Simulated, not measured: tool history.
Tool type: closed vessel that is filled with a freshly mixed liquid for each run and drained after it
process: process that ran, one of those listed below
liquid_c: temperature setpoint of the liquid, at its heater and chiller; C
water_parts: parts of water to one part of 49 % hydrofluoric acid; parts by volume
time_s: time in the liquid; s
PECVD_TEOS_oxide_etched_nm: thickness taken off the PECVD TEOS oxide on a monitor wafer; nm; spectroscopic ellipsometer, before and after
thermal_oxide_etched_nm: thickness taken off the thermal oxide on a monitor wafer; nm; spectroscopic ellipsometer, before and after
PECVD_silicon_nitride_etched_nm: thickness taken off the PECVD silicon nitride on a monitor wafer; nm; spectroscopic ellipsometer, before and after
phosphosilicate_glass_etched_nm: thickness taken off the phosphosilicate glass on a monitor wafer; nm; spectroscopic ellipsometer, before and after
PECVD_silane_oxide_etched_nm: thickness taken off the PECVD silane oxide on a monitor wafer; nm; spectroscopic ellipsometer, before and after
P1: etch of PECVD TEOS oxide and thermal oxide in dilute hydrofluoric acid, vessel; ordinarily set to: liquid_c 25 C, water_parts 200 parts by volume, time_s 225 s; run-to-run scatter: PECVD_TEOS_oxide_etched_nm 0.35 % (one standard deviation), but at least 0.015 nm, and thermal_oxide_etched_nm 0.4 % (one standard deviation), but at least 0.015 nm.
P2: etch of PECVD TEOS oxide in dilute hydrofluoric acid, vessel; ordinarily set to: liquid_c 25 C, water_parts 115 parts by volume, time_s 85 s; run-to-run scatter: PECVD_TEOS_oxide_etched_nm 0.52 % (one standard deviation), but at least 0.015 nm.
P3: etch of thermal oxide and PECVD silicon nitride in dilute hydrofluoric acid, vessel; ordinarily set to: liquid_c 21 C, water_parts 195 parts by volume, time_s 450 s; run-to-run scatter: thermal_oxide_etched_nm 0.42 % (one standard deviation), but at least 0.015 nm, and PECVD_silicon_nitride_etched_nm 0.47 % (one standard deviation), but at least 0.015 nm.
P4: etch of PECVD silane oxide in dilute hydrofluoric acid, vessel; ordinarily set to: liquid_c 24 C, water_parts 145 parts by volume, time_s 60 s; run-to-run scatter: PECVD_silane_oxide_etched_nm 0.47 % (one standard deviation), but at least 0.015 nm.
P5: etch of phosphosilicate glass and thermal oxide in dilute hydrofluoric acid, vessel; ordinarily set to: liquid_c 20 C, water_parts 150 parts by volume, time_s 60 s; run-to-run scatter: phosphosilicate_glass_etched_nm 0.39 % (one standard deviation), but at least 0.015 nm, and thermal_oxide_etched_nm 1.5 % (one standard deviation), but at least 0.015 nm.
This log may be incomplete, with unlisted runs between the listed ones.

| run | hour | process | liquid_c | water_parts | time_s | PECVD_TEOS_oxide_etched_nm | thermal_oxide_etched_nm | PECVD_silicon_nitride_etched_nm | phosphosilicate_glass_etched_nm | PECVD_silane_oxide_etched_nm |
|---|---|---|---|---|---|---|---|---|---|---|
| 1 | 3.5 | P1 | 25 | 200 | 225 | 10.961 | 5.0077 |  |  |  |
| 2 | 7.2 | P1 | 25 | 200 | 225 | 10.921 | 5.006 |  |  |  |
| 3 | 9.8 | P3 | 17 | 195 | 450 |  | 6.9543 | 5.1201 |  |  |
| 4 | 14.1 | P5 | 28 | 150 | 60 |  | 2.1089 |  | 26.501 |  |
| 5 | 17.5 | P1 | 25 | 200 | 225 | 10.895 | 5.0427 |  |  |  |
| 6 | 21.5 | P3 | 21 | 195 | 720 |  | 13.033 | 10.643 |  |  |
| 7 | 26 | P2 | 25 | 115 | 85 | 17.537 |  |  |  |  |
| 8 | 28.7 | P5 | 20 | 265 | 60 |  | 0.8068 |  | 9.9028 |  |
| 9 | 33.5 | P1 | 25 | 200 | 225 | 10.899 | 5.0182 |  |  |  |
| 10 | 38.2 | P3 | 21 | 195 | 450 |  | 8.1232 | 6.6553 |  |  |
| 11 | 41.2 | P4 | 24 | 145 | 60 |  |  |  |  | 11.785 |
| 12 | 45.7 | P4 | 24 | 255 | 60 |  |  |  |  | 5.955 |
| 13 | 49.5 | P4 | 24 | 145 | 30 |  |  |  |  | 5.8669 |
| 14 | 53.1 | P4 | 30.5 | 145 | 60 |  |  |  |  | 15.015 |
| 15 | 56.2 | P2 | 25 | 190 | 85 | 9.7451 |  |  |  |  |
| 16 | 59.9 | P3 | 21 | 360 | 450 |  | 3.8309 | 3.647 |  |  |
| 17 | 62.5 | P1 | 18 | 200 | 225 | 8.3675 | 3.8097 |  |  |  |
| 18 | 64.6 | P3 | 21 | 195 | 450 |  | 8.1526 | 6.7059 |  |  |
| 19 | 68.2 | P1 | 25 | 290 | 415 | 12.679 | 5.7821 |  |  |  |
| 20 | 72.1 | P1 | 25 | 200 | 225 | 10.865 | 4.9855 |  |  |  |
| 21 | 74.7 | P1 | 29 | 200 | 225 | 12.551 | 5.8053 |  |  |  |
| 22 | 78.6 | P2 | 25 | 115 | 40 | 8.1892 |  |  |  |  |
| 23 | 81.9 | P1 | 25 | 105 | 225 | 23.169 | 10.631 |  |  |  |
| 24 | 84.6 | P1 | 25 | 200 | 345 | 16.835 | 7.6134 |  |  |  |
| 25 | 89.4 | P1 | 25 | 200 | 225 | 10.953 | 5.0001 |  |  |  |
| 26 | 94.3 | P2 | 33 | 115 | 85 | 23.425 |  |  |  |  |
| 27 | 98.4 | P1 | 25 | 365 | 225 | 5.0976 | 2.3334 |  |  |  |
| 28 | 103.2 | P4 | 24 | 145 | 60 |  |  |  |  | 11.842 |
| 29 | 108.1 | P1 | 25 | 200 | 100 | 4.8559 | 2.2135 |  |  |  |
| 30 | 112.5 | P1 | 31 | 285 | 225 | 8.5474 | 3.8676 |  |  |  |
| 31 | 116.1 | P5 | 20 | 150 | 30 |  | 0.77276 |  | 9.7637 |  |
| 32 | 120.1 | P5 | 20 | 150 | 60 |  | 1.5806 |  | 19.484 |  |
| 33 | 124.3 | P1 | 25 | 200 | 225 | 10.965 | 4.9847 |  |  |  |
| 34 | 127.5 | P1 | 25 | 200 | 225 | 10.654 | 4.7749 |  |  |  |
| 35 | 132.3 | P1 | 25 | 200 | 225 | 10.269 | 4.6811 |  |  |  |
| 36 | 136.7 | P1 | 25 | 200 | 225 | 10.145 | 4.6247 |  |  |  |
| 37 | 140.6 | P1 | 25 | 200 | 225 | 10.111 | 4.5608 |  |  |  |
| 38 | 143.6 | P1 | 25 | 200 | 225 | 10.078 | 4.6078 |  |  |  |
| 39 | 146.5 | P1 | 25 | 200 | 225 | 10.12 | 4.5979 |  |  |  |

P1 has crept away from where it was. The log is fitted equally well by each of these 2 causes, at the sizes shown:
A: liquid colder than its thermometer reads (K) = 2.21
B: hydrofluoric acid flow below the setpoint (%) = 6.44
Creep in the process output first set in at about hour 124.3.

4 check runs are offered, one wafer each, their results left as question marks. Which one tells the causes apart?
| check 1 | 149.4 | P2 | 30.5 | 180 | 85 | ? |  |  |  |  |
| check 2 | 149.4 | P3 | 21 | 295 | 450 |  | ? | ? |  |  |
| check 3 | 149.4 | P4 | 24 | 235 | 30 |  |  |  |  | ? |
| check 4 | 149.4 | P5 | 24.5 | 225 | 60 |  | ? |  | ? |  |

If the cause were each of the candidates in turn, the checks would give the following:
| check | result | if A | if B |
|---|---|---|---|
| check 1 | PECVD_TEOS_oxide_etched_nm | 11.67 | 11.622 |
| check 2 | thermal_oxide_etched_nm | 4.509 | 4.4908 |
| check 2 | PECVD_silicon_nitride_etched_nm | 3.8753 | 4.1813 |
| check 3 | PECVD_silane_oxide_etched_nm | 3.0363 | 3.0293 |
| check 4 | thermal_oxide_etched_nm | 1.059 | 1.057 |
| check 4 | phosphosilicate_glass_etched_nm | 13.168 | 13.143 |
Gap, in per cent, between the two causes that each check separates least, read from the result that separates them most: check 1 0.41 %; check 2 7.6 %; check 3 0.23 %; check 4 0.19 %
Check 2 distinguishes between the causes, while the remaining checks would return nearly the same result for all of them.

With check 2 done, the readings were: thermal_oxide_etched_nm 4.4812 nm; PECVD_silicon_nitride_etched_nm 3.8644 nm. Identify which of the listed causes applies.

The correct cause is A, namely: liquid colder than its thermometer reads (K).
